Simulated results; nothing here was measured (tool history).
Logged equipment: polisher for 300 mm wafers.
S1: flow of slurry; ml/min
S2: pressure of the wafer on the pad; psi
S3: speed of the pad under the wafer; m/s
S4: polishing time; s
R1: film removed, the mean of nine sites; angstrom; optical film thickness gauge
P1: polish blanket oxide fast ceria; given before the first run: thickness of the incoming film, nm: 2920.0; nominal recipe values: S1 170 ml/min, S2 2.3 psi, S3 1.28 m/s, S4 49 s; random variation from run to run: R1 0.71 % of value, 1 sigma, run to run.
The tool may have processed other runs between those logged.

run 1 day=0.454 | S1=170 S2=2.3 S3=1.28 S4=49 | R1=9194.6
run 2 day=1.054 | S1=170 S2=2.3 S3=0.62 S4=49 | R1=4499
run 3 day=1.358 | S1=170 S2=2.3 S3=1.28 S4=49 | R1=9243.1
run 4 day=1.717 | S1=100 S2=2.3 S3=1.28 S4=49 | R1=8238.8
run 5 day=2.4 | S1=170 S2=2.3 S3=1.28 S4=49 | R1=9392.8
run 6 day=3.071 | S1=170 S2=2.3 S3=1.82 S4=49 | R1=13092
run 7 day=3.383 | S1=270 S2=2.3 S3=1.28 S4=49 | R1=9737.1
run 8 day=4.012 | S1=170 S2=2.3 S3=1.28 S4=49 | R1=9285.5
-- day=4.017 head pressure recalibrated
run 9 day=4.629 | S1=170 S2=2.3 S3=1.28 S4=49 | R1=9309.9
run 10 day=4.938 | S1=170 S2=2.3 S3=1.28 S4=70 | R1=13119
run 11 day=5.275 | S1=170 S2=3.6 S3=1.28 S4=49 | R1=14618
run 12 day=5.967 | S1=245 S2=2.3 S3=1.28 S4=65 | R1=13093
run 13 day=6.325 | S1=170 S2=1 S3=1.28 S4=49 | R1=4094.2
run 14 day=6.733 | S1=170 S2=2.3 S3=1.28 S4=33 | R1=6254.7
run 15 day=7.138 | S1=170 S2=2.3 S3=1.28 S4=49 | R1=9329
run 16 day=7.604 | S1=170 S2=2.3 S3=1.28 S4=49 | R1=9125.8
run 17 day=8.029 | S1=170 S2=2.3 S3=1.28 S4=49 | R1=8924.5
run 18 day=8.438 | S1=170 S2=2.3 S3=1.28 S4=49 | R1=8838.8
run 19 day=8.796 | S1=170 S2=2.3 S3=1.28 S4=49 | R1=8789.4
run 20 day=9.458 | S1=170 S2=2.3 S3=1.28 S4=49 | R1=8744.7
-- day=9.725 worn pad replaced by a new one
run 21 day=10.108 | S1=170 S2=2.3 S3=1.28 S4=49 | R1=8635.6
run 22 day=10.796 | S1=170 S2=2.3 S3=1.28 S4=49 | R1=8539.6
run 23 day=11.229 | S1=170 S2=2.3 S3=1.28 S4=49 | R1=8564.6
run 24 day=11.788 | S1=170 S2=2.3 S3=1.28 S4=49 | R1=8487.4

Compared with where it was, what P1 gives has crept away. Each cause listed below fits the log as well as the rest, at the size given for it:
A: slurry flow missing at the pad, % = 34.8
B: head's pressure below its setpoint, % = 7.75
At approximately day 7.138, the process output began to creep.
What rules out each remaining cause:
removal rate lost through wear of the pad, %: work on it at day 9.725, done after the drift set in, did not restore what the process gave before

Below are 4 check runs, each averaged over 2 wafers, with their results shown as question marks. Which of them would give clearly different results depending on which cause is behind the drift?
run check 1 day=12.346 | S1=100 S2=1.1 S3=1.28 S4=49 | R1=?
run check 2 day=12.346 | S1=170 S2=3.6 S3=1.28 S4=49 | R1=?
run check 3 day=12.346 | S1=170 S2=2.3 S3=0.72 S4=49 | R1=?
run check 4 day=12.346 | S1=170 S2=2.3 S3=1.66 S4=49 | R1=?

If the cause were each of the candidates in turn, the checks would give the following:
check=check_1 result=R1 if_A=3502 if_B=3674.9
check=check_2 result=R1 if_A=13361 if_B=13359
check=check_3 result=R1 if_A=4801.4 if_B=4800.8
check=check_4 result=R1 if_A=11070 if_B=11069
Gap, in per cent, between the two causes that each check separates least, read from the result that separates them most: check 1 4.82 %; check 2 0.01 %; check 3 0.01 %; check 4 0.01 %
Check 1 tells the causes apart: in the others they would give nearly the same result.

After running check 1, the following was obtained: R1 3486.5 angstrom. Which cause does this point to?

Of the candidate causes, it is A: slurry flow missing at the pad, %.

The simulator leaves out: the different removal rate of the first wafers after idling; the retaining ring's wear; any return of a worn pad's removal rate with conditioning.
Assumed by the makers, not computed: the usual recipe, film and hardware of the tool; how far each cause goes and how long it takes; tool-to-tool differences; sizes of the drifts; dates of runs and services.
